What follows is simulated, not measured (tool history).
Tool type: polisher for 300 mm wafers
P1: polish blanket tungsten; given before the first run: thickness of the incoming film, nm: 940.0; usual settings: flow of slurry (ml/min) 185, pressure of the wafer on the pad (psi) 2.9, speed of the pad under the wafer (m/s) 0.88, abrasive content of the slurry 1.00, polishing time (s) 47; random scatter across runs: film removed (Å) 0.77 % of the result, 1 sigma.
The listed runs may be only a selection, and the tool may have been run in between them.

run	day	flow of slurry (ml/min)	pressure of the wafer on the pad (psi)	speed of the pad under the wafer (m/s)	abrasive content of the slurry	polishing time (s)	wafers polished on this pad	hours since the slurry nozzle was cleaned	hours since the head pressure was calibrated	hours since the slurry blender was calibrated	hours since the slurry got fresh peroxide	film removed (Å)
1	0.288	185	2.9	0.88	1.00	47	619	95.0	857.9	190.1	36.4	1620.20
2	0.596	185	2.9	0.62	0.55	47	691	102.4	865.3	197.5	43.8	993.13
3	0.958	255	2.9	0.88	1.00	47	775	111.1	874.0	206.2	52.5	1670.80
4	1.217	185	2.9	0.88	1.00	47	835	117.3	880.2	212.4	58.7	1605.10
5	1.508	110	2.9	0.88	1.00	47	903	124.3	887.2	219.4	65.7	1451.80
6	1.767	185	2.9	0.88	1.00	47	963	130.5	893.4	225.6	71.9	1600.70
7	2.129	185	4.4	0.88	1.00	47	1047	139.2	902.1	234.3	80.6	2461.50
8	2.412	185	2.9	0.88	1.00	47	1113	146.0	908.9	241.1	87.4	1607.90
9	2.783	120	2.9	0.88	1.00	63	1199	154.9	917.8	250.0	96.3	2011.70
10	2.992	185	2.9	1.32	1.00	47	1247	159.9	922.8	255.0	101.3	2407.70
11	3.371	185	2.9	0.88	0.55	47	1335	169.0	931.9	264.1	110.4	1391.10
# day 3.467: slurry tank refilled with fresh slurry and peroxide
12	3.642	185	2.9	0.88	1.00	47	1398	175.5	938.4	270.6	4.2	1606.70
13	3.900	185	2.9	0.88	1.00	59	1458	181.7	944.6	276.8	10.4	2051.10
14	4.250	185	2.9	0.88	1.00	47	1540	190.1	953.0	285.2	18.8	1617.30
15	4.533	185	2.9	0.88	1.00	34	1605	196.9	959.8	292.0	25.6	1174.80
16	4.938	185	2.9	0.52	1.00	47	1699	206.6	969.5	301.7	35.3	968.05
# day 5.025: slurry blender recalibrated
17	5.192	185	2.9	0.88	1.35	47	1758	212.7	975.6	4.0	41.4	1743.30
18	5.421	185	1.9	0.88	1.00	47	1812	218.2	981.1	9.5	46.9	1063.40
19	5.788	185	2.9	0.88	1.00	47	1897	227.0	989.9	18.3	55.7	1588.70
20	6.004	185	2.9	1.30	0.55	47	1947	232.2	995.1	23.5	60.9	2083.20
21	6.338	185	2.9	0.88	1.00	47	2024	240.2	1003.1	31.5	68.9	1614.90
22	6.575	185	2.9	0.88	1.00	47	2080	245.9	1008.8	37.2	74.6	1597.30
23	6.867	185	2.9	0.88	1.00	47	2147	252.9	1015.8	44.2	81.6	1541.90
24	7.262	185	2.9	0.88	1.00	47	2239	262.4	1025.3	53.7	91.1	1523.10
# day 7.333: slurry blender recalibrated
25	7.617	185	2.9	0.88	1.00	47	2322	270.9	1033.8	6.8	99.6	1508.60
# day 7.629: slurry tank refilled with fresh slurry and peroxide
# day 7.700: head pressure recalibrated
26	7.992	185	2.9	0.88	1.00	47	2409	279.9	7.1	15.8	8.7	1502.60
27	8.404	185	2.9	0.88	1.00	47	2505	289.8	17.0	25.7	18.6	1504.60

The output of P1 has drifted from where it used to be. Each of the 2 causes below, taken at the size shown beside it, accounts for the log equally well:
A: removal rate lost through wear of the pad, % = 7.08
B: slurry flow missing at the pad, % = 34.5
At approximately day 6.338, the process output began to creep.
All other causes, with the reason each is excluded:
head's pressure below its setpoint, %: serviced at day 7.700, after the change had begun; the process did not return to its earlier output
abrasive missing from the slurry, %: serviced at day 7.333, after the change had begun; the process did not return to its earlier output
peroxide lost from the slurry, %: serviced at day 7.629, after the change had begun; the process did not return to its earlier output

Which of the check runs below tells the causes apart, meaning the causes would give it clearly different results? Each run uses 5 wafers whose results are averaged, and each result is shown as a question mark.
check 1	8.817	130	2.9	0.56	1.00	47						?
check 2	8.817	185	4.4	0.88	1.00	47						?
check 3	8.817	185	4.3	1.06	1.00	47						?
check 4	8.817	185	2.1	0.88	0.75	47						?

Expected result of each check under each candidate cause:
check	result	if A	if B
check 1	film removed (Å)	899.97	875.63
check 2	film removed (Å)	2276.30	2276.60
check 3	film removed (Å)	2679.60	2679.90
check 4	film removed (Å)	1015.90	1016.10
Gap, in per cent, between the two causes that each check separates least, read from the result that separates them most: check 1 2.74 %; check 2 0.01 %; check 3 0.01 %; check 4 0.01 %
Only in check 1 would the causes give clearly different results; in the remaining checks their results would be nearly the same.

After running check 1, the following was obtained: film removed (Å) 873.52. Which cause does this point to?

The correct cause is B, namely: slurry flow missing at the pad, %.
